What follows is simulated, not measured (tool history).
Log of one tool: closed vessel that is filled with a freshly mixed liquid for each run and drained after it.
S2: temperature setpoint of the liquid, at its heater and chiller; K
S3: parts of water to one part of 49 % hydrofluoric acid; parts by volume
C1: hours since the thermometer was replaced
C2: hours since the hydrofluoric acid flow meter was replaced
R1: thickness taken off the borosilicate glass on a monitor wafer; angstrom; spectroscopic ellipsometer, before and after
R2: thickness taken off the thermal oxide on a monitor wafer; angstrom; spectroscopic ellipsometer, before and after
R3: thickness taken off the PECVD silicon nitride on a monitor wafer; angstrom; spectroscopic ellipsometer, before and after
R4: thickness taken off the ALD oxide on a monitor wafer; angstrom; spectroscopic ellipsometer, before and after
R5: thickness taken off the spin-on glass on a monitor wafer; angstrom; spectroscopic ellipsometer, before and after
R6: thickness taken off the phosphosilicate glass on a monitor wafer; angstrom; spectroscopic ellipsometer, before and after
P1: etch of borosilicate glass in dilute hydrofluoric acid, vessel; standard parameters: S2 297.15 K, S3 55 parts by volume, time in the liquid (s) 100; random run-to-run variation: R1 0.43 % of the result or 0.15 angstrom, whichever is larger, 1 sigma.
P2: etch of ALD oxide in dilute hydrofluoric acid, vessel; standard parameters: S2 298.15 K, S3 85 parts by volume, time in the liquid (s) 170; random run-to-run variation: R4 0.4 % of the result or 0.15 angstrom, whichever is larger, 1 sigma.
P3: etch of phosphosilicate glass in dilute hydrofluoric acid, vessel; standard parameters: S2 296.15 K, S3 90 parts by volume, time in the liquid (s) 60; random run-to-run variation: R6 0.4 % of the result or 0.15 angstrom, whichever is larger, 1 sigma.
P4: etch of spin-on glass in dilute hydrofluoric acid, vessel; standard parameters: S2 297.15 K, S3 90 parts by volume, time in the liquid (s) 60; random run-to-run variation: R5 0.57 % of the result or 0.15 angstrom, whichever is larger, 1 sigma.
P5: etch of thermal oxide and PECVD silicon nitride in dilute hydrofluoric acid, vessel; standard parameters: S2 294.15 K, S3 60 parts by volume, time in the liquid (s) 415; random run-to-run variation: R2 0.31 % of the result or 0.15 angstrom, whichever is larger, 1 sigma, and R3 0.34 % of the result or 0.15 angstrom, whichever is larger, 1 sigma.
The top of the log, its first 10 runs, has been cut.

run 11 hour=108.8 | process_that_ran=P1 S2=297.15 S3=55 time_in_the_liquid_(s)=100 | C1=829 C2=599 | R1=360.32
run 12 hour=117.8 | process_that_ran=P5 S2=294.15 S3=60 time_in_the_liquid_(s)=135 | C1=838 C2=608 | R2=100.86 R3=34.994
run 13 hour=125.6 | process_that_ran=P5 S2=290.15 S3=60 time_in_the_liquid_(s)=415 | C1=845.8 C2=615.8 | R2=261.85 R3=81.846
run 14 hour=136.6 | process_that_ran=P1 S2=297.15 S3=25 time_in_the_liquid_(s)=100 | C1=856.8 C2=626.8 | R1=833.64
run 15 hour=148.7 | process_that_ran=P4 S2=290.15 S3=90 time_in_the_liquid_(s)=60 | C1=868.9 C2=638.9 | R5=282.19
run 16 hour=159.5 | process_that_ran=P3 S2=290.15 S3=90 time_in_the_liquid_(s)=60 | C1=879.7 C2=649.7 | R6=622.17
run 17 hour=171.8 | process_that_ran=P3 S2=296.15 S3=90 time_in_the_liquid_(s)=95 | C1=892 C2=662 | R6=1256.2
run 18 hour=184.2 | process_that_ran=P1 S2=297.15 S3=55 time_in_the_liquid_(s)=30 | C1=904.4 C2=674.4 | R1=109.19
run 19 hour=192 | process_that_ran=P4 S2=297.15 S3=25 time_in_the_liquid_(s)=60 | C1=912.2 C2=682.2 | R5=1482.2
run 20 hour=200.2 | process_that_ran=P1 S2=297.15 S3=85 time_in_the_liquid_(s)=30 | C1=920.4 C2=690.4 | R1=66.947
run 21 hour=213.4 | process_that_ran=P1 S2=293.15 S3=55 time_in_the_liquid_(s)=100 | C1=933.6 C2=703.6 | R1=306.35
run 22 hour=222.8 | process_that_ran=P2 S2=305.15 S3=85 time_in_the_liquid_(s)=170 | C1=943 C2=713 | R4=384.61
run 23 hour=231.9 | process_that_ran=P3 S2=296.15 S3=90 time_in_the_liquid_(s)=60 | C1=952.1 C2=722.1 | R6=790.46
run 24 hour=238.7 | process_that_ran=P1 S2=297.15 S3=55 time_in_the_liquid_(s)=100 | C1=958.9 C2=728.9 | R1=364.13
run 25 hour=247.1 | process_that_ran=P3 S2=296.15 S3=90 time_in_the_liquid_(s)=60 | C1=967.3 C2=737.3 | R6=799.44
run 26 hour=253.4 | process_that_ran=P5 S2=294.15 S3=60 time_in_the_liquid_(s)=415 | C1=973.6 C2=743.6 | R2=308.67 R3=107.01
run 27 hour=260.7 | process_that_ran=P1 S2=303.65 S3=55 time_in_the_liquid_(s)=100 | C1=980.9 C2=750.9 | R1=467.48
run 28 hour=267.7 | process_that_ran=P3 S2=296.15 S3=140 time_in_the_liquid_(s)=60 | C1=987.9 C2=757.9 | R6=482.14
run 29 hour=278.3 | process_that_ran=P5 S2=294.15 S3=60 time_in_the_liquid_(s)=415 | C1=998.5 C2=768.5 | R2=309.16 R3=107.86
run 30 hour=287 | process_that_ran=P4 S2=297.15 S3=90 time_in_the_liquid_(s)=60 | C1=1007.2 C2=777.2 | R5=376.97

Run 31 has not been measured yet. What should we expect?
run 31 hour=299.5 | process_that_ran=P1 S2=297.15 S3=55 time_in_the_liquid_(s)=100 | C1=1019.7 C2=789.7 | R1=?

{"run 31": {"R1": 361.65}}
